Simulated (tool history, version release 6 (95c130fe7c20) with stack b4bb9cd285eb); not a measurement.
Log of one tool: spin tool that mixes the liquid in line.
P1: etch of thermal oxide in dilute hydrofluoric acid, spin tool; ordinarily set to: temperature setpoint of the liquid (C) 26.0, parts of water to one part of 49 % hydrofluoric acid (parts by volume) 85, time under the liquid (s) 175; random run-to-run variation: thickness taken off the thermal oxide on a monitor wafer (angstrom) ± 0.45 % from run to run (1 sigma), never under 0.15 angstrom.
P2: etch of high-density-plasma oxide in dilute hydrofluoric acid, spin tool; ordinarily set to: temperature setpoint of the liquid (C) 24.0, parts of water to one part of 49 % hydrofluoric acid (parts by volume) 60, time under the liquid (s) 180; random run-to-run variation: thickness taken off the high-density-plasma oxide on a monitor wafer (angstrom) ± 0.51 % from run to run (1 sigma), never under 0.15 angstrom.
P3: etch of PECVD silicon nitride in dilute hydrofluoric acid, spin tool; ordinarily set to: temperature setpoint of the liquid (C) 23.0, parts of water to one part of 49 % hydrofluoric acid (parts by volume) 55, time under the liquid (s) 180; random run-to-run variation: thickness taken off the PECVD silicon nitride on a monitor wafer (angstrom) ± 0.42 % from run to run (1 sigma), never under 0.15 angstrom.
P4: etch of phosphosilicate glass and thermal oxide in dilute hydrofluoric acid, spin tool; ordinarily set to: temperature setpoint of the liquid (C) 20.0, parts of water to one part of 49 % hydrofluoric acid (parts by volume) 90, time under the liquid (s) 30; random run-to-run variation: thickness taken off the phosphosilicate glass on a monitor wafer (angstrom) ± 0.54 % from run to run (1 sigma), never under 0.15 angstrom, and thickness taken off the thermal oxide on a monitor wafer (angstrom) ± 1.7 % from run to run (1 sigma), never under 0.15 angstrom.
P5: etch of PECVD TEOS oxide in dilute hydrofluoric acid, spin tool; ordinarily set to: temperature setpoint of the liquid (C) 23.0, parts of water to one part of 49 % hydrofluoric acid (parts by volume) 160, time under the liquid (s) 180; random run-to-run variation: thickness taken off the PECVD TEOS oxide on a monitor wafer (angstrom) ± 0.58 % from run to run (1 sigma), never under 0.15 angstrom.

run,hour,process that ran,temperature setpoint of the liquid (C),parts of water to one part of 49 % hydrofluoric acid (parts by volume),time under the liquid (s),hours since the thermometer was replaced,hours since the hydrofluoric acid flow meter was replaced,thickness taken off the thermal oxide on a monitor wafer (angstrom),thickness taken off the PECVD silicon nitride on a monitor wafer (angstrom),thickness taken off the phosphosilicate glass on a monitor wafer (angstrom),thickness taken off the high-density-plasma oxide on a monitor wafer (angstrom),thickness taken off the PECVD TEOS oxide on a monitor wafer (angstrom)
1,9.2,P1,26.0,85,175,1866.0,289.2,105.2600,,,,
2,17.8,P3,23.0,55,180,1874.6,297.8,,78.757,,,
3,28.9,P1,26.0,150,285,1885.7,308.9,89.9260,,,,
4,35.0,P4,20.0,90,15,1891.8,315.0,6.4159,,87.048,,
5,46.3,P2,24.0,60,335,1903.1,326.3,,,,596.97,
6,56.3,P1,26.0,120,175,1913.1,336.3,71.3660,,,,
7,62.8,P5,23.0,160,180,1919.6,342.8,,,,,111.9800
8,71.7,P2,24.0,35,180,1928.5,351.7,,,,570.54,
9,82.6,P4,26.0,90,30,1939.4,362.6,16.7490,,221.440,,
10,89.2,P1,26.0,85,175,1946.0,369.2,105.2200,,,,
11,97.8,P5,31.0,160,180,1954.6,377.8,,,,,150.7000
12,109.5,P1,26.0,145,320,1966.3,389.5,104.1700,,,,
13,120.1,P2,24.0,60,180,1976.9,400.1,,,,322.19,
14,126.7,P1,26.0,85,175,1983.5,406.7,106.0100,,,,
15,136.4,P1,34.0,85,175,1993.2,416.4,142.9000,,,,
16,146.5,P4,20.0,20,30,2003.3,426.5,63.5620,,844.760,,
17,153.1,P1,31.0,85,90,2009.9,433.1,65.6770,,,,
18,164.0,P2,17.0,60,180,2020.8,444.0,,,,240.78,
19,175.8,P1,26.0,85,15,2032.6,455.8,9.0642,,,,
20,189.4,P1,22.5,85,175,2046.2,469.4,92.2150,,,,
21,199.9,P4,20.0,90,30,2056.7,479.9,12.7440,,173.990,,
22,206.4,P3,23.0,20,180,2063.2,486.4,,210.900,,,
23,213.5,P1,26.0,85,175,2070.3,493.5,105.4000,,,,
24,220.0,P1,26.0,20,175,2076.8,500.0,489.3800,,,,
25,231.9,P3,23.0,55,45,2088.7,511.9,,19.981,,,
26,238.4,P3,27.0,55,180,2095.2,518.4,,103.200,,,
27,250.6,P1,26.0,85,350,2107.4,530.6,209.9400,,,,
28,257.8,P5,23.0,270,180,2114.6,537.8,,,,,58.9920
29,267.7,P3,23.0,55,180,2124.5,547.7,,78.854,,,
30,276.4,P1,26.0,85,175,2133.2,556.4,105.9100,,,,
31,287.0,P2,24.0,60,180,2143.8,567.0,,,,319.16,
32,298.6,P1,26.0,85,175,2155.4,578.6,105.7800,,,,
33,304.7,P5,23.0,160,15,2161.5,584.7,,,,,9.2834
34,314.6,P1,26.0,85,175,2171.4,594.6,106.0700,,,,
35,322.1,P1,26.0,85,175,2178.9,602.1,106.6600,,,,
36,332.4,P1,26.0,85,175,2189.2,612.4,108.6300,,,,
37,342.3,P1,26.0,85,175,2199.1,622.3,110.6200,,,,
38,353.5,P1,26.0,85,175,2210.3,633.5,112.0500,,,,
39,366.6,P1,26.0,85,175,2223.4,646.6,112.6800,,,,
40,378.5,P1,26.0,85,175,2235.3,658.5,112.8800,,,,
41,389.4,P1,26.0,85,175,2246.2,669.4,112.9800,,,,
42,402.0,P1,26.0,85,175,2258.8,682.0,114.6800,,,,
43,409.3,P1,26.0,85,175,2266.1,689.3,113.4900,,,,

Predict the results of run 44:
44,419.5,P1,26.0,85,175,2276.3,699.5,?,,,,

For run 44 the tool returned thickness taken off the thermal oxide on a monitor wafer (angstrom) 113.4600.

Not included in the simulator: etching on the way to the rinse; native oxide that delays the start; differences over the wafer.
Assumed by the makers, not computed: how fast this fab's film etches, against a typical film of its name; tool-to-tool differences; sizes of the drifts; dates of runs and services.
